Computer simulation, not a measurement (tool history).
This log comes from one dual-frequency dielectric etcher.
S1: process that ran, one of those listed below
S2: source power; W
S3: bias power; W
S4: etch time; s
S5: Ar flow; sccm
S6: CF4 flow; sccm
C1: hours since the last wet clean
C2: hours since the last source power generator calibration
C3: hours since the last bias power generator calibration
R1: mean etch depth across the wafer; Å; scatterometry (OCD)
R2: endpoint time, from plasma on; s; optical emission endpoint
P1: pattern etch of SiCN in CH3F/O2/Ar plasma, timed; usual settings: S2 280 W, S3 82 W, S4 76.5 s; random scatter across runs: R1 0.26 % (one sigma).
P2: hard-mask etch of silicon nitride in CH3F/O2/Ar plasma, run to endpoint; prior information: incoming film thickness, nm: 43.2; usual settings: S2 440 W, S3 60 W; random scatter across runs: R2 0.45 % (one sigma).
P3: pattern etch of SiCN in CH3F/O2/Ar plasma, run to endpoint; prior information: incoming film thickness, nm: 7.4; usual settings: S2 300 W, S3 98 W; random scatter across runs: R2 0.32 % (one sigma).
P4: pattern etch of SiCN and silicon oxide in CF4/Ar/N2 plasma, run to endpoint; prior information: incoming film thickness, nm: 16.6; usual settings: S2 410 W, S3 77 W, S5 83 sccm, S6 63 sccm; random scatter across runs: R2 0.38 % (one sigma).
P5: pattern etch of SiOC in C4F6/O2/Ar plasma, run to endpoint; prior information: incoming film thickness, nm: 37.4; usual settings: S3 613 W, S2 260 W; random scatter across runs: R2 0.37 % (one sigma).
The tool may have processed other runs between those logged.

run   hour  S1   S2   S3     S4  S5  S6     C1      C2     C3      R1      R2
  1    9.3  P1  280   82   76.5           87.0  2409.1  568.5  266.02
  2   18.2  P4  410   77         59  63   95.9  2418.0  577.4          19.107
  3   24.6  P2  340   60                 102.3  2424.4  583.8          71.940
  4   29.9  P4  410   77         83  63  107.6  2429.7  589.1          20.104
  5   35.0  P2  440   79                 112.7  2434.8  594.2          59.061
  6   43.2  P2  440   60                 120.9  2443.0  602.4          64.434
      45.5  -- source power generator calibrated
  7   48.9  P1  280  109   76.5          126.6     3.4  608.1  296.76
  8   56.5  P4  410   77         83  46  134.2    11.0  615.7          20.929
  9   65.7  P4  410   77         83  63  143.4    20.2  624.9          20.065
 10   73.6  P5  260  613                 151.3    28.1  632.8          13.366
 11   80.6  P2  440   60                 158.3    35.1  639.8          64.794
 12   86.6  P1  280   82   76.5          164.3    41.1  645.8  266.96
 13   92.7  P5  180  613                 170.4    47.2  651.9          15.236
 14   97.9  P4  270   77         83  63  175.6    52.4  657.1          28.763
 15  106.1  P1  380   82   76.5          183.8    60.6  665.3  300.26
 16  111.2  P4  410   91         83  63  188.9    65.7  670.4          18.990
 17  115.6  P3  300   98                 193.3    70.1  674.8          19.012
 18  121.2  P1  390   82   42.0          198.9    75.7  680.4  164.85
 19  128.0  P5  260  382                 205.7    82.5  687.2          15.890
 20  136.9  P1  280   82   42.0          214.6    91.4  696.1  146.20
 21  141.5  P3  300   98                 219.2    96.0  700.7          19.209
 22  147.2  P3  300   78                 224.9   101.7  706.4          20.985
 23  154.7  P5  260  613                 232.4   109.2  713.9          13.397
 24  163.9  P1  280   82   76.5          241.6   118.4  723.1  265.94
 25  168.8  P1  220   82   76.5          246.5   123.3  728.0  243.93
 26  175.6  P3  420   98                 253.3   130.1  734.8          16.927
 27  180.8  P1  280   82   76.5          258.5   135.3  740.0  267.16
 28  187.9  P1  280  113   60.5          265.6   142.4  747.1  238.64
 29  193.2  P1  280   82   76.5          270.9   147.7  752.4  265.93
 30  198.1  P1  280   82  110.0          275.8   152.6  757.3  383.98
 31  202.7  P1  280   61   76.5          280.4   157.2  761.9  238.20
 32  208.5  P1  280   82   76.5          286.2   163.0  767.7  265.40
 33  217.5  P1  280   82   76.5          295.2   172.0  776.7  266.76
 34  224.9  P1  280   82   76.5          302.6   179.4  784.1  263.23
 35  230.4  P1  280   82   76.5          308.1   184.9  789.6  263.87
     237.6  -- wet clean of the chamber
 36  238.0  P1  280   82   76.5            0.5   192.5  797.2  262.08
 37  243.3  P1  280   82   76.5            5.8   197.8  802.5  263.20
 38  249.7  P1  280   82   76.5           12.2   204.2  808.9  262.27
 39  254.9  P1  280   82   76.5           17.4   209.4  814.1  261.48

For run 40, what comes out?
 40  260.4  P1  280  82  76.5          22.9  214.9  819.6   ?

Logged for run 40: R1 261.93 Å.
